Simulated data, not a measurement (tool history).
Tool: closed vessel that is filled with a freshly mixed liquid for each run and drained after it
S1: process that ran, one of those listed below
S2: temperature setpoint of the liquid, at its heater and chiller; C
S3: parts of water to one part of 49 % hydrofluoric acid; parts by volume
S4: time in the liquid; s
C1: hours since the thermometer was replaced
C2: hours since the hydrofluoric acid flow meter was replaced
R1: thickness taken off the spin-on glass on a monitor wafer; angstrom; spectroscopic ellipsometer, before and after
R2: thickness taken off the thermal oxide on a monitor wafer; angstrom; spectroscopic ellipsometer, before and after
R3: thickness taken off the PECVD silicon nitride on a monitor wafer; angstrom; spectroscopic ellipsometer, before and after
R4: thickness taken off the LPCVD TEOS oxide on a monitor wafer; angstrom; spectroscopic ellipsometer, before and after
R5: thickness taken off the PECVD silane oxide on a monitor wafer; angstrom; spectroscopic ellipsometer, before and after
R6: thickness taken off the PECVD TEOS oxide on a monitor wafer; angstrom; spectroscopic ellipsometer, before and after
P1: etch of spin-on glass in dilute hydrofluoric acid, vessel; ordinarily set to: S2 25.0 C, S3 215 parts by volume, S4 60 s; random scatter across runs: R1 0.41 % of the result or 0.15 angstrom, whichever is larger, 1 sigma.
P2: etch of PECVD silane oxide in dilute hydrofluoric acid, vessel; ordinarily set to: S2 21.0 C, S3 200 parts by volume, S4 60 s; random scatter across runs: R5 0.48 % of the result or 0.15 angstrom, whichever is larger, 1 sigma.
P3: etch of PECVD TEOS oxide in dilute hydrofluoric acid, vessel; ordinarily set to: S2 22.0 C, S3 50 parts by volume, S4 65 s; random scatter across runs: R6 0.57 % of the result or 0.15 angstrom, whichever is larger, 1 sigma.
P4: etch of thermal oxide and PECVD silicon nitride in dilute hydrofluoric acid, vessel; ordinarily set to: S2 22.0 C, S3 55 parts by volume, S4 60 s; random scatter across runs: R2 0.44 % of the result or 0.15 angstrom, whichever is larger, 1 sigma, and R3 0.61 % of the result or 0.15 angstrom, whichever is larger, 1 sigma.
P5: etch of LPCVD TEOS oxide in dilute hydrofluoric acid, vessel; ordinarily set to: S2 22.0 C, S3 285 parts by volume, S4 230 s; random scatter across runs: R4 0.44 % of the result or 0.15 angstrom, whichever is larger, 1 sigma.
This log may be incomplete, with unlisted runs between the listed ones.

{"run": 1, "hour": 15.3, "S1": "P1", "S2": 25.0, "S3": 215, "S4": 60, "C1": 986.5, "C2": 920.4, "R1": 85.022}
{"run": 2, "hour": 29.5, "S1": "P1", "S2": 25.0, "S3": 215, "S4": 60, "C1": 1000.7, "C2": 934.6, "R1": 85.386}
{"run": 3, "hour": 38.1, "S1": "P1", "S2": 25.0, "S3": 215, "S4": 115, "C1": 1009.3, "C2": 943.2, "R1": 164.06}
{"run": 4, "hour": 51.3, "S1": "P1", "S2": 25.0, "S3": 215, "S4": 60, "C1": 1022.5, "C2": 956.4, "R1": 86.042}
{"run": 5, "hour": 63.4, "S1": "P4", "S2": 22.0, "S3": 25, "S4": 60, "C1": 1034.6, "C2": 968.5, "R2": 115.48, "R3": 103.58}
{"run": 6, "hour": 76.1, "S1": "P1", "S2": 25.0, "S3": 215, "S4": 60, "C1": 1047.3, "C2": 981.2, "R1": 85.634}
{"run": 7, "hour": 89.6, "S1": "P1", "S2": 25.0, "S3": 215, "S4": 30, "C1": 1060.8, "C2": 994.7, "R1": 42.815}
{"run": 8, "hour": 98.3, "S1": "P5", "S2": 22.0, "S3": 285, "S4": 230, "C1": 1069.5, "C2": 1003.4, "R4": 351.46}
{"run": 9, "hour": 111.7, "S1": "P2", "S2": 25.0, "S3": 200, "S4": 60, "C1": 1082.9, "C2": 1016.8, "R5": 74.268}
{"run": 10, "hour": 123.3, "S1": "P1", "S2": 25.0, "S3": 95, "S4": 60, "C1": 1094.5, "C2": 1028.4, "R1": 223.24}
{"run": 11, "hour": 137.5, "S1": "P1", "S2": 21.0, "S3": 215, "S4": 30, "C1": 1108.7, "C2": 1042.6, "R1": 36.912}
{"run": 12, "hour": 147.1, "S1": "P4", "S2": 22.0, "S3": 55, "S4": 60, "C1": 1118.3, "C2": 1052.2, "R2": 50.761, "R3": 48.291}
{"run": 13, "hour": 162.2, "S1": "P1", "S2": 25.0, "S3": 215, "S4": 60, "C1": 1133.4, "C2": 1067.3, "R1": 85.618}
{"run": 14, "hour": 169.9, "S1": "P4", "S2": 22.0, "S3": 55, "S4": 30, "C1": 1141.1, "C2": 1075.0, "R2": 24.874, "R3": 24.202}
{"run": 15, "hour": 185.2, "S1": "P4", "S2": 30.0, "S3": 55, "S4": 60, "C1": 1156.4, "C2": 1090.3, "R2": 69.671, "R3": 82.052}
{"run": 16, "hour": 196.0, "S1": "P3", "S2": 22.0, "S3": 50, "S4": 30, "C1": 1167.2, "C2": 1101.1, "R6": 98.373}
{"run": 17, "hour": 205.0, "S1": "P2", "S2": 21.0, "S3": 200, "S4": 60, "C1": 1176.2, "C2": 1110.1, "R5": 64.407}
{"run": 18, "hour": 214.1, "S1": "P1", "S2": 32.0, "S3": 215, "S4": 60, "C1": 1185.3, "C2": 1119.2, "R1": 109.48}
{"run": 19, "hour": 228.1, "S1": "P1", "S2": 18.5, "S3": 215, "S4": 60, "C1": 1199.3, "C2": 1133.2, "R1": 66.594}
{"run": 20, "hour": 237.4, "S1": "P2", "S2": 21.0, "S3": 200, "S4": 30, "C1": 1208.6, "C2": 1142.5, "R5": 32.589}
{"run": 21, "hour": 252.3, "S1": "P5", "S2": 22.0, "S3": 510, "S4": 230, "C1": 1223.5, "C2": 1157.4, "R4": 162.88}
{"run": 22, "hour": 260.0, "S1": "P3", "S2": 22.0, "S3": 50, "S4": 65, "C1": 1231.2, "C2": 1165.1, "R6": 211.86}
{"run": 23, "hour": 275.1, "S1": "P3", "S2": 22.0, "S3": 90, "S4": 65, "C1": 1246.3, "C2": 1180.2, "R6": 114.06}
{"run": 24, "hour": 282.7, "S1": "P5", "S2": 22.0, "S3": 285, "S4": 230, "C1": 1253.9, "C2": 1187.8, "R4": 351.0}
{"run": 25, "hour": 292.6, "S1": "P1", "S2": 25.0, "S3": 215, "S4": 60, "C1": 1263.8, "C2": 1197.7, "R1": 86.275}
{"run": 26, "hour": 299.4, "S1": "P5", "S2": 22.0, "S3": 285, "S4": 345, "C1": 1270.6, "C2": 1204.5, "R4": 527.05}
{"run": 27, "hour": 306.7, "S1": "P2", "S2": 21.0, "S3": 355, "S4": 60, "C1": 1277.9, "C2": 1211.8, "R5": 31.113}
{"run": 28, "hour": 320.5, "S1": "P5", "S2": 17.0, "S3": 285, "S4": 230, "C1": 1291.7, "C2": 1225.6, "R4": 292.77}
{"run": 29, "hour": 328.4, "S1": "P4", "S2": 22.0, "S3": 55, "S4": 60, "C1": 1299.6, "C2": 1233.5, "R2": 50.407, "R3": 48.533}
{"run": 30, "hour": 343.8, "S1": "P1", "S2": 25.0, "S3": 395, "S4": 60, "C1": 1315.0, "C2": 1248.9, "R1": 38.849}

What does the tool deliver on the next run?
{"run": 31, "hour": 355.4, "S1": "P3", "S2": 27.0, "S3": 50, "S4": 65, "C1": 1326.6, "C2": 1260.5, "R6": "?"}

R6: 260.590 angstrom

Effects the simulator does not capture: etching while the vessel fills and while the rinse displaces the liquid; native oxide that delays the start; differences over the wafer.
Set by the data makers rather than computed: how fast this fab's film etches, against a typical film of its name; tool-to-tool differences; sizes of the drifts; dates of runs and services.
